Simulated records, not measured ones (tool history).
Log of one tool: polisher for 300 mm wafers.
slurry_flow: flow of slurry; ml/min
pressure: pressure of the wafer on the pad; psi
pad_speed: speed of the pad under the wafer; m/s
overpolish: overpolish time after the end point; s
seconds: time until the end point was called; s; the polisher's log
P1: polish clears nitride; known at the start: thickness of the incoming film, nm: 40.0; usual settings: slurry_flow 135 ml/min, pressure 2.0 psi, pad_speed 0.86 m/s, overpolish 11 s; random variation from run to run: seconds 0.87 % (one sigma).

run	day	slurry_flow	pressure	pad_speed	overpolish	wafers polished on this pad	hours since the slurry nozzle was cleaned	hours since the head pressure was calibrated	seconds
1	0.158	135	2.0	0.86	11	690	124.1	804.9	78.947
2	0.250	135	2.0	0.86	11	713	126.3	807.1	80.122
3	0.446	135	2.0	0.86	11	763	131.0	811.8	77.810
4	0.600	135	2.0	1.34	11	802	134.7	815.5	51.106
5	0.700	135	2.0	0.86	17	828	137.1	817.9	78.701
6	0.812	135	3.2	0.86	11	856	139.8	820.6	49.752
7	0.954	135	2.0	1.22	4	892	143.2	824.0	55.553
8	1.146	170	2.0	0.86	11	941	147.8	828.6	75.720
9	1.329	135	2.0	0.86	11	988	152.2	833.0	80.085
10	1.442	135	0.9	0.86	11	1016	154.9	835.7	173.120
11	1.592	135	2.0	0.86	11	1054	158.5	839.3	77.946
12	1.758	135	2.0	0.38	11	1097	162.5	843.3	179.620
13	1.883	135	2.0	1.16	19	1128	165.5	846.3	58.828
14	2.054	85	2.0	0.86	11	1172	169.6	850.4	88.042

Run 15 comes next. What will it give?
15	2.233	135	1.0	0.86	6	1217	173.9	854.7	?

seconds: 156.970 s
